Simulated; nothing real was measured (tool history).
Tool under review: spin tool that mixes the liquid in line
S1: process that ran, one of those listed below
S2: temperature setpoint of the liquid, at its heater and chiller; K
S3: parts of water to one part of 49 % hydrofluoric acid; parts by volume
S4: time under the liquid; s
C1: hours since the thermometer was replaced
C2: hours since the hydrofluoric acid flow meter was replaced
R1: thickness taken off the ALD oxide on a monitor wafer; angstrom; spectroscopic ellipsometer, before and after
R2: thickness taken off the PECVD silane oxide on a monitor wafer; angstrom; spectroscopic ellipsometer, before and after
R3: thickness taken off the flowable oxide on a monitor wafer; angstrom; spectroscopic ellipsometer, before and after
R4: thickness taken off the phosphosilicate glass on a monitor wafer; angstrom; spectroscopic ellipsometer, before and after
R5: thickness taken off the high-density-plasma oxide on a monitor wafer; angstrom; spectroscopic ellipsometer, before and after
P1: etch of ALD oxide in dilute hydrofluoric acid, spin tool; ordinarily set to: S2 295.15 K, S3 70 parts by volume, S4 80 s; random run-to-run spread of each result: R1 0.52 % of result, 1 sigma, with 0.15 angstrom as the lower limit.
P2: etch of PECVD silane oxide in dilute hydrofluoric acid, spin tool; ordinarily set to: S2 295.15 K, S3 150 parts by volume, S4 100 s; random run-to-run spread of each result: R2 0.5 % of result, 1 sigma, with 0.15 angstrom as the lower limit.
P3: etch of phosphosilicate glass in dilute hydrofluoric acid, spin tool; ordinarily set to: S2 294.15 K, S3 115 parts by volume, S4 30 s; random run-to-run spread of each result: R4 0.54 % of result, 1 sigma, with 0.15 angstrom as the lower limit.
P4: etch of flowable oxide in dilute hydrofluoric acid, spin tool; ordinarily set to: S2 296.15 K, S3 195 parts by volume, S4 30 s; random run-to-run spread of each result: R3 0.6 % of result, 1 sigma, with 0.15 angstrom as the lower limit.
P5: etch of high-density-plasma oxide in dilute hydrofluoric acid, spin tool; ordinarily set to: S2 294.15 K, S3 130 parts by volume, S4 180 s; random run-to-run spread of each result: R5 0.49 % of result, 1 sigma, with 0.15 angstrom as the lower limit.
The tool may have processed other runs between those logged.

| run | hour | S1 | S2 | S3 | S4 | C1 | C2 | R1 | R2 | R3 | R4 | R5 |
|---|---|---|---|---|---|---|---|---|---|---|---|---|
| 1 | 11.7 | P1 | 295.15 | 70 | 80 | 2196.8 | 370.2 | 266.41 |  |  |  |  |
| 2 | 28.7 | P2 | 295.15 | 150 | 100 | 2213.8 | 387.2 |  | 197.09 |  |  |  |
| 3 | 38.7 | P1 | 295.15 | 70 | 80 | 2223.8 | 397.2 | 264.55 |  |  |  |  |
| 4 | 50.5 | P4 | 296.15 | 195 | 15 | 2235.6 | 409 |  |  | 23.529 |  |  |
| 5 | 59.2 | P3 | 294.15 | 115 | 15 | 2244.3 | 417.7 |  |  |  | 222.35 |  |
| 6 | 70.6 | P1 | 295.15 | 70 | 145 | 2255.7 | 429.1 | 481.32 |  |  |  |  |
| 7 | 78.7 | P5 | 294.15 | 130 | 180 | 2263.8 | 437.2 |  |  |  |  | 63.9 |
| 8 | 91.9 | P5 | 294.15 | 130 | 55 | 2277 | 450.4 |  |  |  |  | 19.426 |
| 9 | 101 | P3 | 294.15 | 115 | 30 | 2286.1 | 459.5 |  |  |  | 439.97 |  |
| 10 | 114.8 | P1 | 303.15 | 115 | 80 | 2299.9 | 473.3 | 207.69 |  |  |  |  |
| 11 | 129.9 | P1 | 295.15 | 70 | 15 | 2315 | 488.4 | 49.912 |  |  |  |  |
| 12 | 139.8 | P1 | 302.65 | 70 | 40 | 2324.9 | 498.3 | 179.79 |  |  |  |  |
| 13 | 151.4 | P5 | 294.15 | 40 | 180 | 2336.5 | 509.9 |  |  |  |  | 231.23 |
| 14 | 168.2 | P4 | 302.65 | 195 | 30 | 2353.3 | 526.7 |  |  | 59.799 |  |  |
| 15 | 176.5 | P5 | 294.15 | 130 | 180 | 2361.6 | 535 |  |  |  |  | 64.113 |
| 16 | 189.9 | P1 | 295.15 | 115 | 80 | 2375 | 548.4 | 153.24 |  |  |  |  |
| 17 | 200.4 | P4 | 296.15 | 195 | 30 | 2385.5 | 558.9 |  |  | 46.44 |  |  |
| 18 | 212.4 | P1 | 295.15 | 70 | 80 | 2397.5 | 570.9 | 266.95 |  |  |  |  |
| 19 | 225.6 | P3 | 294.15 | 170 | 30 | 2410.7 | 584.1 |  |  |  | 280.38 |  |
|  | 237.6 | thermometer replaced |
| 20 | 241.8 | P1 | 301.65 | 70 | 80 | 4.3 | 600.3 | 346.65 |  |  |  |  |
| 21 | 253.1 | P2 | 290.15 | 150 | 100 | 15.6 | 611.6 |  | 160.41 |  |  |  |
| 22 | 268.5 | P2 | 295.15 | 150 | 200 | 31 | 627 |  | 390.28 |  |  |  |
| 23 | 276.2 | P5 | 301.65 | 130 | 180 | 38.7 | 634.7 |  |  |  |  | 85.392 |
| 24 | 289 | P1 | 295.15 | 70 | 80 | 51.5 | 647.5 | 266.2 |  |  |  |  |
| 25 | 304.6 | P1 | 291.15 | 70 | 80 | 67.1 | 663.1 | 225.18 |  |  |  |  |
| 26 | 314.5 | P3 | 290.15 | 115 | 30 | 77 | 673 |  |  |  | 372.7 |  |
| 27 | 330.5 | P1 | 295.15 | 70 | 80 | 93 | 689 | 265.22 |  |  |  |  |
| 28 | 339.7 | P3 | 294.15 | 115 | 30 | 102.2 | 698.2 |  |  |  | 439.6 |  |
| 29 | 355.6 | P2 | 295.15 | 150 | 100 | 118.1 | 714.1 |  | 197.05 |  |  |  |
| 30 | 365.6 | P4 | 296.15 | 330 | 30 | 128.1 | 724.1 |  |  | 24.095 |  |  |
| 31 | 380.9 | P1 | 295.15 | 70 | 80 | 143.4 | 739.4 | 265.26 |  |  |  |  |
| 32 | 395.2 | P2 | 295.15 | 45 | 100 | 157.7 | 753.7 |  | 746.63 |  |  |  |
| 33 | 404.1 | P1 | 295.15 | 95 | 40 | 166.6 | 762.6 | 95.065 |  |  |  |  |
| 34 | 416.5 | P4 | 296.15 | 195 | 30 | 179 | 775 |  |  | 46.895 |  |  |
| 35 | 426.4 | P1 | 295.15 | 30 | 80 | 188.9 | 784.9 | 649.07 |  |  |  |  |
| 36 | 443.3 | P1 | 295.15 | 70 | 80 | 205.8 | 801.8 | 268.13 |  |  |  |  |
| 37 | 455.8 | P1 | 295.15 | 70 | 80 | 218.3 | 814.3 | 272.09 |  |  |  |  |
| 38 | 469.4 | P1 | 295.15 | 70 | 80 | 231.9 | 827.9 | 279.35 |  |  |  |  |
| 39 | 478.2 | P1 | 295.15 | 70 | 80 | 240.7 | 836.7 | 281 |  |  |  |  |
| 40 | 485.6 | P1 | 295.15 | 70 | 80 | 248.1 | 844.1 | 282.27 |  |  |  |  |
| 41 | 501.8 | P1 | 295.15 | 70 | 80 | 264.3 | 860.3 | 286.5 |  |  |  |  |
| 42 | 509.4 | P1 | 295.15 | 70 | 80 | 271.9 | 867.9 | 282.4 |  |  |  |  |
| 43 | 518.3 | P1 | 295.15 | 70 | 80 | 280.8 | 876.8 | 284.03 |  |  |  |  |
| 44 | 534.8 | P1 | 295.15 | 70 | 80 | 297.3 | 893.3 | 286 |  |  |  |  |
| 45 | 547.5 | P1 | 295.15 | 70 | 80 | 310 | 906 | 288.83 |  |  |  |  |

P1 has crept away from where it was. The log is fitted equally well by each of these 2 causes, at the sizes shown:
A: liquid hotter than its thermometer reads (K) = 1.82
B: hydrofluoric acid flow above the setpoint (%) = 7.08
The creep began at about hour 443.3.

The list below offers 4 check runs, each averaging the results of 3 wafers, and shows each result as a question mark. For which of them would the listed causes give clearly different results?
| check 1 | 560.2 | P4 | 302.15 | 310 | 30 |  |  |  |  | ? |  |  |
| check 2 | 560.2 | P3 | 290.15 | 115 | 30 |  |  |  |  |  | ? |  |
| check 3 | 560.2 | P2 | 290.15 | 150 | 190 |  |  |  | ? |  |  |  |
| check 4 | 560.2 | P5 | 298.65 | 75 | 180 |  |  |  |  |  |  | ? |

Check results expected under each cause:
| check | result | if A | if B |
|---|---|---|---|
| check 1 | R3 | 34.163 | 35.282 |
| check 2 | R4 | 402.29 | 402.55 |
| check 3 | R2 | 329.45 | 330.82 |
| check 4 | R5 | 152.38 | 152.85 |
Gap, in per cent, between the two causes that each check separates least, read from the result that separates them most: check 1 3.22 %; check 2 0.07 %; check 3 0.42 %; check 4 0.31 %
Check 1 distinguishes between the causes, while the remaining checks would return nearly the same result for all of them.

The results of check 1 are: R3 34.092 angstrom. Based on these, which of the listed causes is it?

The correct cause is A, namely: liquid hotter than its thermometer reads (K).
